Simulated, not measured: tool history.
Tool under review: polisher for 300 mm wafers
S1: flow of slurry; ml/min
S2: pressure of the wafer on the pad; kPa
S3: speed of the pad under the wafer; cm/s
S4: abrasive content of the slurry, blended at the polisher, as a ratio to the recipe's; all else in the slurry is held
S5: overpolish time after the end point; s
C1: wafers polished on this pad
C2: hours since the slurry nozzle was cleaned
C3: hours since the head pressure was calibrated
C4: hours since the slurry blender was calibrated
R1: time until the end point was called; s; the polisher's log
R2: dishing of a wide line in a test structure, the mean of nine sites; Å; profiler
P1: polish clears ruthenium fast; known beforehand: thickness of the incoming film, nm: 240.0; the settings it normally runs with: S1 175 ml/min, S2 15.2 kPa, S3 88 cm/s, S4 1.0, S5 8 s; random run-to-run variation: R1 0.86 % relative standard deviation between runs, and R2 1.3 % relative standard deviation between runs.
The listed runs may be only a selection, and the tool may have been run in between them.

run 1 hour=5.1 | S1=175 S2=15.2 S3=88 S4=1.0 S5=8 | C1=479 C2=273.5 C3=97.4 C4=264.1 | R1=69.660 R2=230.090
run 2 hour=8.5 | S1=175 S2=15.2 S3=88 S4=1.5 S5=8 | C1=500 C2=276.9 C3=100.8 C4=267.5 | R1=59.527 R2=267.030
run 3 hour=12.4 | S1=175 S2=8.3 S3=88 S4=1.0 S5=8 | C1=525 C2=280.8 C3=104.7 C4=271.4 | R1=127.100 R2=128.630
run 4 hour=17.3 | S1=175 S2=15.2 S3=88 S4=1.0 S5=8 | C1=556 C2=285.7 C3=109.6 C4=276.3 | R1=70.232 R2=233.310
run 5 hour=21.0 | S1=175 S2=15.2 S3=54 S4=1.0 S5=8 | C1=580 C2=289.4 C3=113.3 C4=280.0 | R1=114.520 R2=145.970
run 6 hour=24.8 | S1=175 S2=15.2 S3=88 S4=1.0 S5=8 | C1=604 C2=293.2 C3=117.1 C4=283.8 | R1=70.216 R2=232.080
run 7 hour=29.7 | S1=175 S2=15.2 S3=88 S4=1.0 S5=2 | C1=635 C2=298.1 C3=122.0 C4=288.7 | R1=70.866 R2=61.911
run 8 hour=34.1 | S1=175 S2=15.2 S3=88 S4=1.0 S5=8 | C1=663 C2=302.5 C3=126.4 C4=293.1 | R1=71.054 R2=229.760
run 9 hour=36.5 | S1=275 S2=15.2 S3=88 S4=1.0 S5=8 | C1=678 C2=304.9 C3=128.8 C4=295.5 | R1=66.219 R2=240.930
run 10 hour=41.4 | S1=175 S2=15.2 S3=88 S4=1.0 S5=14 | C1=709 C2=309.8 C3=133.7 C4=300.4 | R1=70.624 R2=373.180
run 11 hour=46.4 | S1=215 S2=15.2 S3=88 S4=1.0 S5=5 | C1=741 C2=314.8 C3=138.7 C4=305.4 | R1=69.578 R2=147.290
-- hour=50.6 slurry nozzle cleaned
run 12 hour=50.7 | S1=175 S2=15.2 S3=88 S4=1.0 S5=8 | C1=769 C2=0.1 C3=143.0 C4=309.7 | R1=70.445 R2=228.700
run 13 hour=54.4 | S1=175 S2=15.2 S3=88 S4=0.6 S5=8 | C1=792 C2=3.8 C3=146.7 C4=313.4 | R1=92.921 R2=179.680
run 14 hour=58.0 | S1=175 S2=23.4 S3=88 S4=1.0 S5=8 | C1=815 C2=7.4 C3=150.3 C4=317.0 | R1=45.633 R2=345.060
run 15 hour=63.3 | S1=175 S2=15.2 S3=136 S4=1.0 S5=8 | C1=849 C2=12.7 C3=155.6 C4=322.3 | R1=45.263 R2=343.660

What does the tool deliver on the next run?
run 16 hour=67.4 | S1=105 S2=15.2 S3=88 S4=1.0 S5=8 | C1=875 C2=16.8 C3=159.7 C4=326.4 | R1=? R2=?

Run 16 gave R1 77.945 s, R2 214.900 Å.
